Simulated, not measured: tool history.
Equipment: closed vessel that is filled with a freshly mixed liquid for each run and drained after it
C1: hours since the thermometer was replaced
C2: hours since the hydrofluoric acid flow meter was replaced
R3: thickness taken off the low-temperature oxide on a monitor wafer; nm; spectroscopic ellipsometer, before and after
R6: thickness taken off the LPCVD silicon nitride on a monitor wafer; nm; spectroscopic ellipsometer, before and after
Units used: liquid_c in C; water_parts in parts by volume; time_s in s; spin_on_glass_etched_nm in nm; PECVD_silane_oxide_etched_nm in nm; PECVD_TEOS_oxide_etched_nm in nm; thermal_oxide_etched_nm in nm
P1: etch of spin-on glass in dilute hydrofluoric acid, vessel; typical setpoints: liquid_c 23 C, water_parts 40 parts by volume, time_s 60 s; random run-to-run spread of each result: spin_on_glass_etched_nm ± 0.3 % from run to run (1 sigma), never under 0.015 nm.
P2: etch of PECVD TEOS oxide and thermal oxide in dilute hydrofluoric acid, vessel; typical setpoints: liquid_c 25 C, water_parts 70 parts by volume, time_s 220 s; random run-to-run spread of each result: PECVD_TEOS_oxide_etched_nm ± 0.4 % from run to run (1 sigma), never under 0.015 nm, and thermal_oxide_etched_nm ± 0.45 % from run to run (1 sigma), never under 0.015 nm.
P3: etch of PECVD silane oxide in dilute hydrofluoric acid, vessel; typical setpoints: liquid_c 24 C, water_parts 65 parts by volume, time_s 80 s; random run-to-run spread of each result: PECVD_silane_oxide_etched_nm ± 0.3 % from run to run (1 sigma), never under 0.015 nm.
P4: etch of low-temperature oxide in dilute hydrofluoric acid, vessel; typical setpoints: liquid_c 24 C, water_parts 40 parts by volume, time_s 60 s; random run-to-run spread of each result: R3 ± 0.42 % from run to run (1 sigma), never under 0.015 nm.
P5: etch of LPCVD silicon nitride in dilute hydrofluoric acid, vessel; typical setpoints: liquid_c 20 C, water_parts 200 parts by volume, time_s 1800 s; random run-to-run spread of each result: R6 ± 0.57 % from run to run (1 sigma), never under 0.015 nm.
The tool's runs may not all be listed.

{"run": 1, "hour": 14.7, "process": "P1", "liquid_c": 23, "water_parts": 40, "time_s": 60, "C1": 218.1, "C2": 1162.2, "spin_on_glass_etched_nm": 56.445}
{"run": 2, "hour": 30.0, "process": "P1", "liquid_c": 23, "water_parts": 40, "time_s": 30, "C1": 233.4, "C2": 1177.5, "spin_on_glass_etched_nm": 28.477}
{"run": 3, "hour": 45.4, "process": "P3", "liquid_c": 24, "water_parts": 25, "time_s": 80, "C1": 248.8, "C2": 1192.9, "PECVD_silane_oxide_etched_nm": 111.57}
{"run": 4, "hour": 54.3, "process": "P4", "liquid_c": 24, "water_parts": 25, "time_s": 60, "C1": 257.7, "C2": 1201.8, "R3": 36.615}
{"run": 5, "hour": 67.4, "process": "P1", "liquid_c": 23, "water_parts": 40, "time_s": 60, "C1": 270.8, "C2": 1214.9, "spin_on_glass_etched_nm": 56.676}
{"run": 6, "hour": 81.5, "process": "P4", "liquid_c": 24, "water_parts": 40, "time_s": 60, "C1": 284.9, "C2": 1229.0, "R3": 22.302}
{"run": 7, "hour": 94.0, "process": "P1", "liquid_c": 23, "water_parts": 70, "time_s": 60, "C1": 297.4, "C2": 1241.5, "spin_on_glass_etched_nm": 31.188}
{"run": 8, "hour": 103.5, "process": "P4", "liquid_c": 24, "water_parts": 40, "time_s": 90, "C1": 306.9, "C2": 1251.0, "R3": 33.534}
{"run": 9, "hour": 114.7, "process": "P2", "liquid_c": 31, "water_parts": 70, "time_s": 220, "C1": 318.1, "C2": 1262.2, "PECVD_TEOS_oxide_etched_nm": 74.304, "thermal_oxide_etched_nm": 20.704}
{"run": 10, "hour": 128.9, "process": "P5", "liquid_c": 20, "water_parts": 200, "time_s": 150, "C1": 332.3, "C2": 1276.4, "R6": 0.31341}
{"run": 11, "hour": 144.2, "process": "P5", "liquid_c": 20, "water_parts": 200, "time_s": 1800, "C1": 347.6, "C2": 1291.7, "R6": 3.6802}
{"run": 12, "hour": 152.2, "process": "P1", "liquid_c": 23, "water_parts": 20, "time_s": 60, "C1": 355.6, "C2": 1299.7, "spin_on_glass_etched_nm": 116.67}
{"run": 13, "hour": 159.5, "process": "P3", "liquid_c": 24, "water_parts": 65, "time_s": 80, "C1": 362.9, "C2": 1307.0, "PECVD_silane_oxide_etched_nm": 40.63}
{"run": 14, "hour": 175.2, "process": "P2", "liquid_c": 25, "water_parts": 35, "time_s": 220, "C1": 378.6, "C2": 1322.7, "PECVD_TEOS_oxide_etched_nm": 123.77, "thermal_oxide_etched_nm": 33.771}
{"run": 15, "hour": 185.8, "process": "P2", "liquid_c": 25, "water_parts": 70, "time_s": 95, "C1": 389.2, "C2": 1333.3, "PECVD_TEOS_oxide_etched_nm": 25.552, "thermal_oxide_etched_nm": 6.9752}
{"run": 16, "hour": 193.1, "process": "P1", "liquid_c": 23, "water_parts": 40, "time_s": 95, "C1": 396.5, "C2": 1340.6, "spin_on_glass_etched_nm": 90.473}
{"run": 17, "hour": 202.9, "process": "P1", "liquid_c": 23, "water_parts": 40, "time_s": 60, "C1": 406.3, "C2": 1350.4, "spin_on_glass_etched_nm": 57.01}
{"run": 18, "hour": 214.1, "process": "P1", "liquid_c": 23, "water_parts": 40, "time_s": 60, "C1": 417.5, "C2": 1361.6, "spin_on_glass_etched_nm": 56.72}
{"run": 19, "hour": 224.7, "process": "P3", "liquid_c": 24, "water_parts": 65, "time_s": 30, "C1": 428.1, "C2": 1372.2, "PECVD_silane_oxide_etched_nm": 15.209}
{"run": 20, "hour": 234.6, "process": "P1", "liquid_c": 17, "water_parts": 40, "time_s": 60, "C1": 438.0, "C2": 1382.1, "spin_on_glass_etched_nm": 44.029}
{"run": 21, "hour": 243.4, "process": "P5", "liquid_c": 17, "water_parts": 200, "time_s": 1800, "C1": 446.8, "C2": 1390.9, "R6": 2.9387}
{"run": 22, "hour": 258.4, "process": "P1", "liquid_c": 28, "water_parts": 40, "time_s": 60, "C1": 461.8, "C2": 1405.9, "spin_on_glass_etched_nm": 69.702}
{"run": 23, "hour": 266.6, "process": "P1", "liquid_c": 17, "water_parts": 40, "time_s": 85, "C1": 470.0, "C2": 1414.1, "spin_on_glass_etched_nm": 62.085}
{"run": 24, "hour": 275.4, "process": "P1", "liquid_c": 29, "water_parts": 65, "time_s": 60, "C1": 478.8, "C2": 1422.9, "spin_on_glass_etched_nm": 43.007}
{"run": 25, "hour": 285.2, "process": "P1", "liquid_c": 23, "water_parts": 40, "time_s": 60, "C1": 488.6, "C2": 1432.7, "spin_on_glass_etched_nm": 56.786}
{"run": 26, "hour": 295.2, "process": "P4", "liquid_c": 17, "water_parts": 40, "time_s": 60, "C1": 498.6, "C2": 1442.7, "R3": 16.581}
{"run": 27, "hour": 304.0, "process": "P4", "liquid_c": 24, "water_parts": 40, "time_s": 60, "C1": 507.4, "C2": 1451.5, "R3": 22.423}
{"run": 28, "hour": 317.5, "process": "P2", "liquid_c": 25, "water_parts": 70, "time_s": 220, "C1": 520.9, "C2": 1465.0, "PECVD_TEOS_oxide_etched_nm": 58.969, "thermal_oxide_etched_nm": 16.228}
{"run": 29, "hour": 327.5, "process": "P5", "liquid_c": 20, "water_parts": 310, "time_s": 1800, "C1": 530.9, "C2": 1475.0, "R6": 2.3989}
{"run": 30, "hour": 335.8, "process": "P3", "liquid_c": 17, "water_parts": 65, "time_s": 80, "C1": 539.2, "C2": 1483.3, "PECVD_silane_oxide_etched_nm": 30.408}
{"run": 31, "hour": 348.0, "process": "P1", "liquid_c": 23, "water_parts": 40, "time_s": 60, "C1": 551.4, "C2": 1495.5, "spin_on_glass_etched_nm": 56.887}
{"run": 32, "hour": 363.4, "process": "P2", "liquid_c": 25, "water_parts": 70, "time_s": 220, "C1": 566.8, "C2": 1510.9, "PECVD_TEOS_oxide_etched_nm": 58.668, "thermal_oxide_etched_nm": 16.305}
{"run": 33, "hour": 379.3, "process": "P1", "liquid_c": 23, "water_parts": 40, "time_s": 60, "C1": 582.7, "C2": 1526.8, "spin_on_glass_etched_nm": 56.728}
{"run": 34, "hour": 387.3, "process": "P1", "liquid_c": 23, "water_parts": 40, "time_s": 60, "C1": 590.7, "C2": 1534.8, "spin_on_glass_etched_nm": 55.189}
{"run": 35, "hour": 395.8, "process": "P1", "liquid_c": 23, "water_parts": 40, "time_s": 60, "C1": 599.2, "C2": 1543.3, "spin_on_glass_etched_nm": 54.55}
{"run": 36, "hour": 404.1, "process": "P1", "liquid_c": 23, "water_parts": 40, "time_s": 60, "C1": 607.5, "C2": 1551.6, "spin_on_glass_etched_nm": 53.856}
{"run": 37, "hour": 414.0, "process": "P1", "liquid_c": 23, "water_parts": 40, "time_s": 60, "C1": 617.4, "C2": 1561.5, "spin_on_glass_etched_nm": 53.105}
{"run": 38, "hour": 429.3, "process": "P1", "liquid_c": 23, "water_parts": 40, "time_s": 60, "C1": 632.7, "C2": 1576.8, "spin_on_glass_etched_nm": 52.256}
{"run": 39, "hour": 442.4, "process": "P1", "liquid_c": 23, "water_parts": 40, "time_s": 60, "C1": 645.8, "C2": 1589.9, "spin_on_glass_etched_nm": 52.148}
{"run": 40, "hour": 452.5, "process": "P1", "liquid_c": 23, "water_parts": 40, "time_s": 60, "C1": 655.9, "C2": 1600.0, "spin_on_glass_etched_nm": 51.975}
{"run": 41, "hour": 464.0, "process": "P1", "liquid_c": 23, "water_parts": 40, "time_s": 60, "C1": 667.4, "C2": 1611.5, "spin_on_glass_etched_nm": 51.85}
{"run": 42, "hour": 480.4, "process": "P1", "liquid_c": 23, "water_parts": 40, "time_s": 60, "C1": 683.8, "C2": 1627.9, "spin_on_glass_etched_nm": 51.546}
{"run": 43, "hour": 496.7, "process": "P1", "liquid_c": 23, "water_parts": 40, "time_s": 60, "C1": 700.1, "C2": 1644.2, "spin_on_glass_etched_nm": 51.57}

What P1 gives has crept off from where it sat before. The 2 causes that follow fit the log equally well, each at the size noted:
A: liquid colder than its thermometer reads (K) = 2.21
B: hydrofluoric acid flow below the setpoint (%) = 8.44
The drift started at roughly hour 379.3.

Question marks stand in for the results of the 4 check runs listed below, each run on one wafer. Under which run would the listed causes show clearly different results?
{"run": "check 1", "hour": 513.0, "process": "P5", "liquid_c": 20, "water_parts": 200, "time_s": 1800, "R6": "?"}
{"run": "check 2", "hour": 513.0, "process": "P2", "liquid_c": 25, "water_parts": 70, "time_s": 220, "PECVD_TEOS_oxide_etched_nm": "?", "thermal_oxide_etched_nm": "?"}
{"run": "check 3", "hour": 513.0, "process": "P3", "liquid_c": 24, "water_parts": 65, "time_s": 80, "PECVD_silane_oxide_etched_nm": "?"}
{"run": "check 4", "hour": 513.0, "process": "P4", "liquid_c": 24, "water_parts": 40, "time_s": 60, "R3": "?"}

How each check would come out, cause by cause:
check=check_1 result=R6 if_A=3.15360 if_B=3.35160
check=check_2 result=PECVD_TEOS_oxide_etched_nm if_A=53.902 if_B=53.527
check=check_2 result=thermal_oxide_etched_nm if_A=14.8660 if_B=14.7630
check=check_3 result=PECVD_silane_oxide_etched_nm if_A=37.104 if_B=36.912
check=check_4 result=R3 if_A=20.444 if_B=20.430
How far apart the two closest causes lie, in the result that separates them most: check 1 6.09 %; check 2 0.7 %; check 3 0.52 %; check 4 0.07 %
The other checks would show nearly matching results whichever cause is true, so check 1 is the only one that separates the causes.

The results of check 1 are: R6 3.10270 nm. Based on these, which of the listed causes is it?

It was cause A: liquid colder than its thermometer reads (K).

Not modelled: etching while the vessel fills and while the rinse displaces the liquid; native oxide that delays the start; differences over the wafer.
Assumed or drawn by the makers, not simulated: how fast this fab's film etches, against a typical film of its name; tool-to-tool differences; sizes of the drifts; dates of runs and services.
